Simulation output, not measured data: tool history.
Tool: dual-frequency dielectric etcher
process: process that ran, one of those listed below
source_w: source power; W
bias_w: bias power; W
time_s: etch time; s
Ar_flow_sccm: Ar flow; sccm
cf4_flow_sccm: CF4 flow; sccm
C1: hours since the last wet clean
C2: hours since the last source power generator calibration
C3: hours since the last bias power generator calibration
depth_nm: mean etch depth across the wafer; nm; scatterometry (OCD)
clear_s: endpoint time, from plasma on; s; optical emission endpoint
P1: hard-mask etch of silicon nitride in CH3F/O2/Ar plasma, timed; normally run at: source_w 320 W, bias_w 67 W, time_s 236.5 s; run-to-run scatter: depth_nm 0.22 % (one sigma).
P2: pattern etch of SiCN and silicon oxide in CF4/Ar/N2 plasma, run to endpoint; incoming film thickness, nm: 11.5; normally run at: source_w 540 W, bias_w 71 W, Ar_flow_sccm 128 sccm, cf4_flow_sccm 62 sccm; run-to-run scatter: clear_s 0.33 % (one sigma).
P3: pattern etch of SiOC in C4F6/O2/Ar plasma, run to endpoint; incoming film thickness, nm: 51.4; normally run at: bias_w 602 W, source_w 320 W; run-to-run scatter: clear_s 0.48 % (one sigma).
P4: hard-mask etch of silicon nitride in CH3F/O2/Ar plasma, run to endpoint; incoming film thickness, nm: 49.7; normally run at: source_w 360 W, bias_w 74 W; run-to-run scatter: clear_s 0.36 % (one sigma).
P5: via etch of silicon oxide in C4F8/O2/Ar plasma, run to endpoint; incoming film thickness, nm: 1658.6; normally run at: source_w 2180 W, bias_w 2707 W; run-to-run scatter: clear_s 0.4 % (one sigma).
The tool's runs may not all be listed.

{"run": 1, "hour": 7.0, "process": "P1", "source_w": 320, "bias_w": 67, "time_s": 236.5, "C1": 63.7, "C2": 443.2, "C3": 2122.1, "depth_nm": 148.98}
{"run": 2, "hour": 13.8, "process": "P1", "source_w": 320, "bias_w": 67, "time_s": 292.5, "C1": 70.5, "C2": 450.0, "C3": 2128.9, "depth_nm": 183.91}
{"run": 3, "hour": 23.3, "process": "P1", "source_w": 320, "bias_w": 67, "time_s": 236.5, "C1": 80.0, "C2": 459.5, "C3": 2138.4, "depth_nm": 148.11}
{"run": 4, "hour": 33.0, "process": "P4", "source_w": 360, "bias_w": 104, "C1": 89.7, "C2": 469.2, "C3": 2148.1, "clear_s": 64.61}
{"run": 5, "hour": 41.8, "process": "P4", "source_w": 280, "bias_w": 74, "C1": 98.5, "C2": 478.0, "C3": 2156.9, "clear_s": 80.386}
{"run": 6, "hour": 46.2, "process": "P1", "source_w": 190, "bias_w": 67, "time_s": 236.5, "C1": 102.9, "C2": 482.4, "C3": 2161.3, "depth_nm": 122.32}
{"run": 7, "hour": 55.3, "process": "P2", "source_w": 540, "bias_w": 71, "Ar_flow_sccm": 128, "cf4_flow_sccm": 62, "C1": 112.0, "C2": 491.5, "C3": 2170.4, "clear_s": 12.487}
{"run": 8, "hour": 64.8, "process": "P3", "source_w": 320, "bias_w": 602, "C1": 121.5, "C2": 501.0, "C3": 2179.9, "clear_s": 17.122}
{"run": 9, "hour": 73.2, "process": "P3", "source_w": 200, "bias_w": 602, "C1": 129.9, "C2": 509.4, "C3": 2188.3, "clear_s": 20.1}
{"run": 10, "hour": 80.6, "process": "P1", "source_w": 320, "bias_w": 67, "time_s": 236.5, "C1": 137.3, "C2": 516.8, "C3": 2195.7, "depth_nm": 148.93}
{"run": 11, "hour": 90.0, "process": "P2", "source_w": 540, "bias_w": 71, "Ar_flow_sccm": 128, "cf4_flow_sccm": 75, "C1": 146.7, "C2": 526.2, "C3": 2205.1, "clear_s": 12.191}
{"run": 12, "hour": 96.7, "process": "P2", "source_w": 540, "bias_w": 71, "Ar_flow_sccm": 83, "cf4_flow_sccm": 62, "C1": 153.4, "C2": 532.9, "C3": 2211.8, "clear_s": 11.694}
{"run": 13, "hour": 106.5, "process": "P5", "source_w": 3080, "bias_w": 2707, "C1": 163.2, "C2": 542.7, "C3": 2221.6, "clear_s": 245.35}
{"run": 14, "hour": 115.7, "process": "P1", "source_w": 320, "bias_w": 44, "time_s": 236.5, "C1": 172.4, "C2": 551.9, "C3": 2230.8, "depth_nm": 129.75}
{"run": 15, "hour": 121.3, "process": "P2", "source_w": 540, "bias_w": 71, "Ar_flow_sccm": 128, "cf4_flow_sccm": 62, "C1": 178.0, "C2": 557.5, "C3": 2236.4, "clear_s": 12.536}
{"run": 16, "hour": 128.7, "process": "P1", "source_w": 320, "bias_w": 67, "time_s": 236.5, "C1": 185.4, "C2": 564.9, "C3": 2243.8, "depth_nm": 148.69}
{"run": 17, "hour": 135.1, "process": "P4", "source_w": 360, "bias_w": 74, "C1": 191.8, "C2": 571.3, "C3": 2250.2, "clear_s": 73.277}
{"run": 18, "hour": 143.3, "process": "P1", "source_w": 320, "bias_w": 67, "time_s": 236.5, "C1": 200.0, "C2": 579.5, "C3": 2258.4, "depth_nm": 149.1}
{"run": 19, "hour": 150.0, "process": "P5", "source_w": 2180, "bias_w": 2707, "C1": 206.7, "C2": 586.2, "C3": 2265.1, "clear_s": 279.43}
{"hour": 157.5, "done": "source power generator calibrated"}
{"run": 20, "hour": 158.8, "process": "P2", "source_w": 540, "bias_w": 91, "Ar_flow_sccm": 128, "cf4_flow_sccm": 62, "C1": 215.5, "C2": 1.3, "C3": 2273.9, "clear_s": 11.453}
{"run": 21, "hour": 164.9, "process": "P1", "source_w": 320, "bias_w": 44, "time_s": 186.0, "C1": 221.6, "C2": 7.4, "C3": 2280.0, "depth_nm": 102.12}
{"run": 22, "hour": 170.0, "process": "P1", "source_w": 260, "bias_w": 54, "time_s": 236.5, "C1": 226.7, "C2": 12.5, "C3": 2285.1, "depth_nm": 128.14}
{"run": 23, "hour": 178.9, "process": "P5", "source_w": 2180, "bias_w": 3791, "C1": 235.6, "C2": 21.4, "C3": 2294.0, "clear_s": 251.38}
{"run": 24, "hour": 189.1, "process": "P1", "source_w": 390, "bias_w": 67, "time_s": 236.5, "C1": 245.8, "C2": 31.6, "C3": 2304.2, "depth_nm": 160.38}
{"run": 25, "hour": 195.6, "process": "P3", "source_w": 320, "bias_w": 398, "C1": 252.3, "C2": 38.1, "C3": 2310.7, "clear_s": 19.928}
{"run": 26, "hour": 202.6, "process": "P2", "source_w": 650, "bias_w": 71, "Ar_flow_sccm": 128, "cf4_flow_sccm": 62, "C1": 259.3, "C2": 45.1, "C3": 2317.7, "clear_s": 10.645}
{"hour": 209.0, "done": "wet clean of the chamber"}
{"run": 27, "hour": 212.1, "process": "P3", "source_w": 320, "bias_w": 602, "C1": 3.2, "C2": 54.6, "C3": 2327.2, "clear_s": 17.212}
{"run": 28, "hour": 217.4, "process": "P1", "source_w": 320, "bias_w": 89, "time_s": 236.5, "C1": 8.5, "C2": 59.9, "C3": 2332.5, "depth_nm": 165.18}
{"run": 29, "hour": 226.4, "process": "P1", "source_w": 320, "bias_w": 67, "time_s": 130.0, "C1": 17.5, "C2": 68.9, "C3": 2341.5, "depth_nm": 81.975}
{"run": 30, "hour": 232.2, "process": "P5", "source_w": 2180, "bias_w": 2707, "C1": 23.3, "C2": 74.7, "C3": 2347.3, "clear_s": 279.29}
{"run": 31, "hour": 237.5, "process": "P1", "source_w": 320, "bias_w": 67, "time_s": 236.5, "C1": 28.6, "C2": 80.0, "C3": 2352.6, "depth_nm": 149.11}
{"run": 32, "hour": 242.7, "process": "P1", "source_w": 320, "bias_w": 67, "time_s": 236.5, "C1": 33.8, "C2": 85.2, "C3": 2357.8, "depth_nm": 148.05}
{"run": 33, "hour": 250.2, "process": "P1", "source_w": 320, "bias_w": 67, "time_s": 236.5, "C1": 41.3, "C2": 92.7, "C3": 2365.3, "depth_nm": 147.39}
{"run": 34, "hour": 255.0, "process": "P1", "source_w": 320, "bias_w": 67, "time_s": 236.5, "C1": 46.1, "C2": 97.5, "C3": 2370.1, "depth_nm": 147.21}
{"run": 35, "hour": 262.4, "process": "P1", "source_w": 320, "bias_w": 67, "time_s": 236.5, "C1": 53.5, "C2": 104.9, "C3": 2377.5, "depth_nm": 146.84}
{"run": 36, "hour": 268.8, "process": "P1", "source_w": 320, "bias_w": 67, "time_s": 236.5, "C1": 59.9, "C2": 111.3, "C3": 2383.9, "depth_nm": 146.46}
{"hour": 272.7, "done": "wet clean of the chamber"}
{"run": 37, "hour": 277.2, "process": "P1", "source_w": 320, "bias_w": 67, "time_s": 236.5, "C1": 4.6, "C2": 119.7, "C3": 2392.3, "depth_nm": 147.35}
{"run": 38, "hour": 284.2, "process": "P1", "source_w": 320, "bias_w": 67, "time_s": 236.5, "C1": 11.6, "C2": 126.7, "C3": 2399.3, "depth_nm": 146.81}
{"run": 39, "hour": 291.7, "process": "P1", "source_w": 320, "bias_w": 67, "time_s": 236.5, "C1": 19.1, "C2": 134.2, "C3": 2406.8, "depth_nm": 146.72}
{"run": 40, "hour": 298.0, "process": "P1", "source_w": 320, "bias_w": 67, "time_s": 236.5, "C1": 25.4, "C2": 140.5, "C3": 2413.1, "depth_nm": 146.27}
{"run": 41, "hour": 306.7, "process": "P1", "source_w": 320, "bias_w": 67, "time_s": 236.5, "C1": 34.1, "C2": 149.2, "C3": 2421.8, "depth_nm": 147.0}
{"run": 42, "hour": 315.1, "process": "P1", "source_w": 320, "bias_w": 67, "time_s": 236.5, "C1": 42.5, "C2": 157.6, "C3": 2430.2, "depth_nm": 146.62}

What P1 gives has crept away from where it was. These 2 causes fit the log equally well, each at the size given:
A: bias power that arrives under what is set, % = 4.68
B: source power that arrives under what is set, % = 4.24
The creep began at about hour 237.5.
Why every other cause is out:
chamber walls in a state that lowers the etch rate, %: serviced at hour 272.7, which brought nothing back

4 check runs are offered, each on 2 wafers whose results are averaged, their results left as question marks. Which one tells the causes apart?
{"run": "check 1", "hour": 323.5, "process": "P3", "source_w": 250, "bias_w": 602, "clear_s": "?"}
{"run": "check 2", "hour": 323.5, "process": "P5", "source_w": 3030, "bias_w": 3118, "clear_s": "?"}
{"run": "check 3", "hour": 323.5, "process": "P4", "source_w": 290, "bias_w": 85, "clear_s": "?"}
{"run": "check 4", "hour": 323.5, "process": "P2", "source_w": 650, "bias_w": 85, "Ar_flow_sccm": 128, "cf4_flow_sccm": 62, "clear_s": "?"}

What each check would give under each cause:
check=check_1 result=clear_s if_A=19.103 if_B=19.047
check=check_2 result=clear_s if_A=238.190 if_B=238.780
check=check_3 result=clear_s if_A=76.656 if_B=76.566
check=check_4 result=clear_s if_A=10.160 if_B=10.373
How far apart the two closest causes lie, in the result that separates them most: check 1 0.29 %; check 2 0.25 %; check 3 0.12 %; check 4 2.07 %
Check 4 tells the causes apart: in the others they would give nearly the same result.

Then check 4 was run and gave: clear_s 10.395 s. Which cause is it?

It is B: source power that arrives under what is set, %.
